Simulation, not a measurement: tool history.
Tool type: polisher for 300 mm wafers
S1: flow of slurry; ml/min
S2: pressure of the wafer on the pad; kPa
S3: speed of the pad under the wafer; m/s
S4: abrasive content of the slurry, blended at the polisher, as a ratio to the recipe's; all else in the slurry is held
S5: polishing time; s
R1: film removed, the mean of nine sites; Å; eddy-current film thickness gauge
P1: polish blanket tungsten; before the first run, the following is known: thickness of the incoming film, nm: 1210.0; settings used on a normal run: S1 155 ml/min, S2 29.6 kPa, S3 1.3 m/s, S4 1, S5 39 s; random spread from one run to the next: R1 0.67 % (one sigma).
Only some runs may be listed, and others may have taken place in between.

run	hour	S1	S2	S3	S4	S5	R1
1	5.5	155	29.6	1.3	1	39	2377
2	10.4	155	29.6	1.3	0.8	54	3109.1
# hour 16.6: head pressure recalibrated
3	17.1	155	29.6	1.3	1	56	3411.2
4	21.2	95	29.6	1.3	1	39	2129.8
5	28.7	155	29.6	1.3	0.55	39	2080.2
6	36	155	29.6	1.3	1	39	2407.5
7	44.8	155	29.6	1.3	1	18	1106.2
8	50.3	155	21.4	1.3	1	39	1729
9	58.5	155	29.6	1.3	1.35	39	2559.2
10	65	155	29.6	1.3	1	39	2401.9
11	73.4	95	13.8	1.3	1	39	992.54
# hour 79.6: slurry tank refilled with fresh slurry and peroxide
12	81.3	155	38.6	1.3	1	39	3079.2
13	85.6	155	29.6	0.6	1	39	1096.2
14	91.4	155	29.6	1.3	1	39	2413
15	97.3	155	29.6	2.06	1	39	3787.8
16	102.3	235	29.6	1.3	1	39	2519.6
17	107.5	155	40	1.3	1	25	2057.1
18	112.6	155	29.6	1.3	1	39	2365.1
19	119.5	155	29.6	1.3	1	39	2285
20	124.4	155	29.6	1.3	1	39	2243.2
21	130.2	155	29.6	1.3	1	39	2227.3
# hour 133.7: slurry blender recalibrated
# hour 134.6: worn pad replaced by a new one
22	138.1	155	29.6	1.3	1	39	2184.1

Run 23 comes next. What will it give?
# hour 142: head pressure recalibrated
23	145.9	155	29.6	1.3	1	39	?

Run 23 gave R1 2194.1 Å.
